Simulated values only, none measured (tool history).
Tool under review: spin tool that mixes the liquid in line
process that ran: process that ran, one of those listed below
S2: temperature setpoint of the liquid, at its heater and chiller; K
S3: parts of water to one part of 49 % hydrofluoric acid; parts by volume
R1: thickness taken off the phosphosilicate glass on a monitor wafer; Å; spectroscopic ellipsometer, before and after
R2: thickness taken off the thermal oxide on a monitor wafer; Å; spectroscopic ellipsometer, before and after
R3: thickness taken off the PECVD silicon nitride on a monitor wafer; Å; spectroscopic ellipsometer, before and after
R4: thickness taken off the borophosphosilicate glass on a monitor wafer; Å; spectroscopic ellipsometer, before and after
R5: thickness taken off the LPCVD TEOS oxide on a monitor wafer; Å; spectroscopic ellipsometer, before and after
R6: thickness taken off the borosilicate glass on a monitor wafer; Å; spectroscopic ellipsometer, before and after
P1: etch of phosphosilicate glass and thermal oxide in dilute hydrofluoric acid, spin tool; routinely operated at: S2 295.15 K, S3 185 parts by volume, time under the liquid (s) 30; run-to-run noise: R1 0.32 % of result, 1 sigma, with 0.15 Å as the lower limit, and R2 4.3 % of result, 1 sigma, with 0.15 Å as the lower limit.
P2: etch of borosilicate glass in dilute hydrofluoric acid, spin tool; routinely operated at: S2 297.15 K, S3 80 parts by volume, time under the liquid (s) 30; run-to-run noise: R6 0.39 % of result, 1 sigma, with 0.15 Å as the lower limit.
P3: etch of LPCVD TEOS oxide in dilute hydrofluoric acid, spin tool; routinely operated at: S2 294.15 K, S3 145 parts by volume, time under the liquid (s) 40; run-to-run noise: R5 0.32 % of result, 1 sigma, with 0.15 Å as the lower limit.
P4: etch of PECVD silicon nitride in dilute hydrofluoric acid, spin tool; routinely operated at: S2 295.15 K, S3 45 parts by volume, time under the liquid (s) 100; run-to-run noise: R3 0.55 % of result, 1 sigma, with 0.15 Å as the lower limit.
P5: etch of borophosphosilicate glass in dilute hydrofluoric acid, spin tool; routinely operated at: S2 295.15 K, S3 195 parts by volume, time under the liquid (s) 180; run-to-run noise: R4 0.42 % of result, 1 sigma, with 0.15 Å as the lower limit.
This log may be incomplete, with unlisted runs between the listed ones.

{"run": 1, "hour": 5.6, "process that ran": "P1", "S2": 295.15, "S3": 185, "time under the liquid (s)": 30, "R1": 273.07, "R2": 6.2927}
{"run": 2, "hour": 12.4, "process that ran": "P1", "S2": 295.15, "S3": 185, "time under the liquid (s)": 30, "R1": 273.6, "R2": 6.7342}
{"run": 3, "hour": 20.7, "process that ran": "P1", "S2": 295.15, "S3": 55, "time under the liquid (s)": 15, "R1": 532.21, "R2": 12.626}
{"run": 4, "hour": 26.5, "process that ran": "P4", "S2": 295.15, "S3": 75, "time under the liquid (s)": 100, "R3": 50.651}
{"run": 5, "hour": 34.1, "process that ran": "P5", "S2": 295.15, "S3": 195, "time under the liquid (s)": 180, "R4": 384.05}
{"run": 6, "hour": 39.1, "process that ran": "P1", "S2": 295.15, "S3": 185, "time under the liquid (s)": 60, "R1": 548.13, "R2": 12.935}
{"run": 7, "hour": 48.4, "process that ran": "P1", "S2": 295.15, "S3": 185, "time under the liquid (s)": 15, "R1": 137.07, "R2": 3.1433}
{"run": 8, "hour": 54.7, "process that ran": "P4", "S2": 295.15, "S3": 45, "time under the liquid (s)": 15, "R3": 12.571}
{"run": 9, "hour": 64.2, "process that ran": "P3", "S2": 294.15, "S3": 145, "time under the liquid (s)": 40, "R5": 68.054}
{"run": 10, "hour": 70.9, "process that ran": "P3", "S2": 294.15, "S3": 145, "time under the liquid (s)": 40, "R5": 68.447}
{"run": 11, "hour": 78.8, "process that ran": "P2", "S2": 297.15, "S3": 135, "time under the liquid (s)": 30, "R6": 65.79}
{"run": 12, "hour": 86.4, "process that ran": "P3", "S2": 294.15, "S3": 215, "time under the liquid (s)": 40, "R5": 42.568}
{"run": 13, "hour": 92.9, "process that ran": "P3", "S2": 300.65, "S3": 145, "time under the liquid (s)": 40, "R5": 86.471}
{"run": 14, "hour": 97.4, "process that ran": "P1", "S2": 295.15, "S3": 185, "time under the liquid (s)": 30, "R1": 276.36, "R2": 6.4995}
{"run": 15, "hour": 103.1, "process that ran": "P1", "S2": 295.15, "S3": 185, "time under the liquid (s)": 30, "R1": 274.07, "R2": 6.9887}
{"run": 16, "hour": 109.8, "process that ran": "P2", "S2": 297.15, "S3": 80, "time under the liquid (s)": 45, "R6": 178.33}
{"run": 17, "hour": 116.3, "process that ran": "P4", "S2": 299.15, "S3": 45, "time under the liquid (s)": 100, "R3": 108.75}
{"hour": 119.2, "done": "thermometer replaced"}
{"run": 18, "hour": 121.7, "process that ran": "P1", "S2": 290.15, "S3": 185, "time under the liquid (s)": 30, "R1": 225.88, "R2": 4.7982}
{"run": 19, "hour": 129.6, "process that ran": "P1", "S2": 301.15, "S3": 185, "time under the liquid (s)": 30, "R1": 343.11, "R2": 8.111}
{"run": 20, "hour": 137.8, "process that ran": "P5", "S2": 295.15, "S3": 195, "time under the liquid (s)": 65, "R4": 137.75}
{"run": 21, "hour": 145.2, "process that ran": "P1", "S2": 302.65, "S3": 185, "time under the liquid (s)": 15, "R1": 179.69, "R2": 4.7624}

For run 22, what comes out?
{"run": 22, "hour": 154.2, "process that ran": "P4", "S2": 295.15, "S3": 45, "time under the liquid (s)": 100, "R3": "?"}

R3: 83.444 Å

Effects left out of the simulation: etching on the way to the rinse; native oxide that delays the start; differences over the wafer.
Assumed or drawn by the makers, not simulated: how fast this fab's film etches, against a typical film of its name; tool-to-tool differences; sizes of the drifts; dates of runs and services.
